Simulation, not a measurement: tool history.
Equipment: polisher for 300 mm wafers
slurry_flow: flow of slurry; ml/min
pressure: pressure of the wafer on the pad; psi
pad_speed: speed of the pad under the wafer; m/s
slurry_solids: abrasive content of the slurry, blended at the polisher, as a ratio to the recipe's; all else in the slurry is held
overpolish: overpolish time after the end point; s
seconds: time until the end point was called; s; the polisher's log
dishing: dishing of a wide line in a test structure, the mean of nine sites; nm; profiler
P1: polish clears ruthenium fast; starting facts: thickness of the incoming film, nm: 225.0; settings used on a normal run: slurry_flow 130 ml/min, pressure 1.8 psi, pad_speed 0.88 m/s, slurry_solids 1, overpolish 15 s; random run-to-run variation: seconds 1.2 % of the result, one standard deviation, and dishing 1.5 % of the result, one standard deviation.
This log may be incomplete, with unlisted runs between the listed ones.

run,hour,slurry_flow,pressure,pad_speed,slurry_solids,overpolish,wafers polished on this pad,hours since the slurry nozzle was cleaned,hours since the head pressure was calibrated,hours since the slurry blender was calibrated,seconds,dishing
1,8.3,130,1.8,0.88,1,15,410,571.8,114.1,289.7,96.657,28.802
2,14.6,130,1.2,0.88,1.45,15,480,578.1,120.4,296,121.74,22.97
3,20.4,130,1.8,1.24,1,15,545,583.9,126.2,301.8,68.499,38.702
4,28.5,130,1.8,0.88,1,15,636,592,134.3,309.9,95.262,28.822
5,35.7,130,1.8,0.88,1,15,716,599.2,141.5,317.1,95.613,29.285
6,41.9,130,1.8,0.88,0.6,15,786,605.4,147.7,323.3,127.6,22.695
7,49.3,130,1,0.88,1,15,869,612.8,155.1,330.7,175.41,16.271
8,57.1,130,1.8,0.88,1,30,956,620.6,162.9,338.5,96.764,52.722
9,62.8,130,1.8,0.88,1,15,1020,626.3,168.6,344.2,97.117,28.666
10,68.6,130,2.6,0.88,1,15,1084,632.1,174.4,350,65.399,39.708
11,73.6,130,1.8,0.88,1,15,1140,637.1,179.4,355,95.908,29.688
12,81.7,130,1.8,0.88,1,15,1231,645.2,187.5,363.1,96.967,29.586
13,85.8,130,1.8,0.44,1,15,1277,649.3,191.6,367.2,193.46,14.996
14,90.5,80,1.8,0.88,1,15,1329,654,196.3,371.9,107.26,25.443
15,98.9,185,1.8,0.88,1,15,1423,662.4,204.7,380.3,90.247,30.124
# hour 105.2: head pressure recalibrated
16,105.9,130,1.8,0.88,1.5,15,1502,669.4,0.7,387.3,83.096,33.643
17,111.4,130,1.8,0.88,1,7,1563,674.9,6.2,392.8,95.872,14.138
18,117.4,130,1.8,0.88,1,15,1630,680.9,12.2,398.8,96.306,28.554
19,121.6,130,1.8,0.88,1,15,1677,685.1,16.4,403,96.725,28.1
20,126.1,130,1.8,0.88,1,15,1728,689.6,20.9,407.5,101.72,26.976
21,134.2,130,1.8,0.88,1,15,1818,697.7,29,415.6,102.52,27.373
22,139.6,130,1.8,0.88,1,15,1879,703.1,34.4,421,105.58,27.199
23,145.2,130,1.8,0.88,1,15,1941,708.7,40,426.6,106.69,26.941
# hour 148.5: head pressure recalibrated
# hour 151: worn pad replaced by a new one
24,152,130,1.8,0.88,1,15,11,715.5,3.5,433.4,104.89,25.287
25,156.6,130,1.8,0.88,1,15,63,720.1,8.1,438,107.59,25.829
26,161.4,130,1.8,0.88,1,15,117,724.9,12.9,442.8,106.42,26.423

The next listed run, before its measurement:
27,168.6,130,1.8,0.88,1,15,197,732.1,20.1,450,?,?

seconds: 106.02 s
dishing: 26.384 nm
